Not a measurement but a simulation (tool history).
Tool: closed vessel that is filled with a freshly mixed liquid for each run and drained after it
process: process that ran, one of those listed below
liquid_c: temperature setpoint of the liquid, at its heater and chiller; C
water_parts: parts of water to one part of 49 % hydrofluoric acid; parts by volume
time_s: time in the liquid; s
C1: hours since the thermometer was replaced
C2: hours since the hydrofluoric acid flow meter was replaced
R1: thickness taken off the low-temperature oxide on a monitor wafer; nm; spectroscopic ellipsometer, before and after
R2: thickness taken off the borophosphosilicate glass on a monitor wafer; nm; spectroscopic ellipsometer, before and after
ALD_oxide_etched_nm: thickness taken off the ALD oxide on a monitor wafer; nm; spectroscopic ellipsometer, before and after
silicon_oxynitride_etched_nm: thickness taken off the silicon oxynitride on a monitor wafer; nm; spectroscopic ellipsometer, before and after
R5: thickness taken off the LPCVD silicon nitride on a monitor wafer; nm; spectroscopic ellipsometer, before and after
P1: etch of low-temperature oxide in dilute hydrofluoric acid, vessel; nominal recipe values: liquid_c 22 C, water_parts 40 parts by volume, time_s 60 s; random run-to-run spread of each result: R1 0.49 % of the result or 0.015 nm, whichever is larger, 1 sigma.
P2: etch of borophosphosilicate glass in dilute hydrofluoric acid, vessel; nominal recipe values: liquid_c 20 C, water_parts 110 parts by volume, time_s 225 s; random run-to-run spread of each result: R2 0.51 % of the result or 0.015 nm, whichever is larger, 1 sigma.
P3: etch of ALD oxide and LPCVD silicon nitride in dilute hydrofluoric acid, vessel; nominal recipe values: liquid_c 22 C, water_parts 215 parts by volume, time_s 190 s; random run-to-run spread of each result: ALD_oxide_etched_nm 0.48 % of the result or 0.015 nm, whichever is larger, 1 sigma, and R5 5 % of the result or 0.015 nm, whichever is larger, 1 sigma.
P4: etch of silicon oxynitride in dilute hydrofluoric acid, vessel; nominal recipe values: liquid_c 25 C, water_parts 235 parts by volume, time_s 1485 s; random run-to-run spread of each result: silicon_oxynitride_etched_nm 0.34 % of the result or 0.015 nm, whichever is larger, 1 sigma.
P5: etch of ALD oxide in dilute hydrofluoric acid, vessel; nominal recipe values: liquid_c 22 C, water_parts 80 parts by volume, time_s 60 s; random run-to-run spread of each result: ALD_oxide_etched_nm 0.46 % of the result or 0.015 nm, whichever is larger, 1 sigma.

{"run": 1, "hour": 10.0, "process": "P1", "liquid_c": 22, "water_parts": 40, "time_s": 60, "C1": 546.6, "C2": 290, "R1": 52.411}
{"run": 2, "hour": 19.8, "process": "P1", "liquid_c": 22, "water_parts": 40, "time_s": 60, "C1": 556.4, "C2": 299.8, "R1": 52.033}
{"run": 3, "hour": 37.9, "process": "P2", "liquid_c": 24, "water_parts": 110, "time_s": 225, "C1": 574.5, "C2": 317.9, "R2": 72.625}
{"run": 4, "hour": 50.6, "process": "P2", "liquid_c": 20, "water_parts": 110, "time_s": 30, "C1": 587.2, "C2": 330.6, "R2": 8.36}
{"run": 5, "hour": 59.4, "process": "P5", "liquid_c": 27.5, "water_parts": 80, "time_s": 60, "C1": 596, "C2": 339.4, "ALD_oxide_etched_nm": 12.84}
{"run": 6, "hour": 68.4, "process": "P1", "liquid_c": 28.5, "water_parts": 40, "time_s": 60, "C1": 605, "C2": 348.4, "R1": 67.729}
{"run": 7, "hour": 87.0, "process": "P5", "liquid_c": 22, "water_parts": 80, "time_s": 60, "C1": 623.6, "C2": 367, "ALD_oxide_etched_nm": 10.468}
{"run": 8, "hour": 103.0, "process": "P2", "liquid_c": 20, "water_parts": 40, "time_s": 225, "C1": 639.6, "C2": 383, "R2": 184.52}
{"run": 9, "hour": 111.8, "process": "P1", "liquid_c": 17, "water_parts": 40, "time_s": 60, "C1": 648.4, "C2": 391.8, "R1": 42.365}
{"run": 10, "hour": 128.9, "process": "P2", "liquid_c": 20, "water_parts": 110, "time_s": 225, "C1": 665.5, "C2": 408.9, "R2": 62.896}
{"run": 11, "hour": 143.1, "process": "P5", "liquid_c": 22, "water_parts": 115, "time_s": 60, "C1": 679.7, "C2": 423.1, "ALD_oxide_etched_nm": 6.9259}
{"run": 12, "hour": 152.2, "process": "P4", "liquid_c": 25, "water_parts": 235, "time_s": 30, "C1": 688.8, "C2": 432.2, "silicon_oxynitride_etched_nm": 0.57406}
{"run": 13, "hour": 161.9, "process": "P1", "liquid_c": 22, "water_parts": 40, "time_s": 60, "C1": 698.5, "C2": 441.9, "R1": 52.826}
{"run": 14, "hour": 173.3, "process": "P1", "liquid_c": 17, "water_parts": 40, "time_s": 30, "C1": 709.9, "C2": 453.3, "R1": 21.158}
{"run": 15, "hour": 187.0, "process": "P4", "liquid_c": 32.5, "water_parts": 235, "time_s": 1485, "C1": 723.6, "C2": 467, "silicon_oxynitride_etched_nm": 38.048}
{"run": 16, "hour": 206.2, "process": "P3", "liquid_c": 22, "water_parts": 215, "time_s": 190, "C1": 742.8, "C2": 486.2, "ALD_oxide_etched_nm": 10.153, "R5": 0.3874}
{"run": 17, "hour": 217.3, "process": "P1", "liquid_c": 22, "water_parts": 40, "time_s": 60, "C1": 753.9, "C2": 497.3, "R1": 52.264}
{"run": 18, "hour": 231.1, "process": "P1", "liquid_c": 22, "water_parts": 20, "time_s": 110, "C1": 767.7, "C2": 511.1, "R1": 194.74}
{"run": 19, "hour": 248.1, "process": "P1", "liquid_c": 22, "water_parts": 40, "time_s": 35, "C1": 784.7, "C2": 528.1, "R1": 30.722}
{"run": 20, "hour": 261.5, "process": "P5", "liquid_c": 22, "water_parts": 80, "time_s": 60, "C1": 798.1, "C2": 541.5, "ALD_oxide_etched_nm": 10.469}
{"run": 21, "hour": 275.8, "process": "P1", "liquid_c": 22, "water_parts": 40, "time_s": 60, "C1": 812.4, "C2": 555.8, "R1": 52.252}
{"run": 22, "hour": 284.3, "process": "P3", "liquid_c": 22, "water_parts": 215, "time_s": 335, "C1": 820.9, "C2": 564.3, "ALD_oxide_etched_nm": 18.076, "R5": 0.7777}
{"run": 23, "hour": 300.9, "process": "P1", "liquid_c": 22, "water_parts": 65, "time_s": 60, "C1": 837.5, "C2": 580.9, "R1": 30.981}

For run 24, what comes out?
{"run": 24, "hour": 316.7, "process": "P4", "liquid_c": 25, "water_parts": 235, "time_s": 1485, "C1": 853.3, "C2": 596.7, "silicon_oxynitride_etched_nm": "?"}

Run 24 measured silicon_oxynitride_etched_nm 27.733 nm.
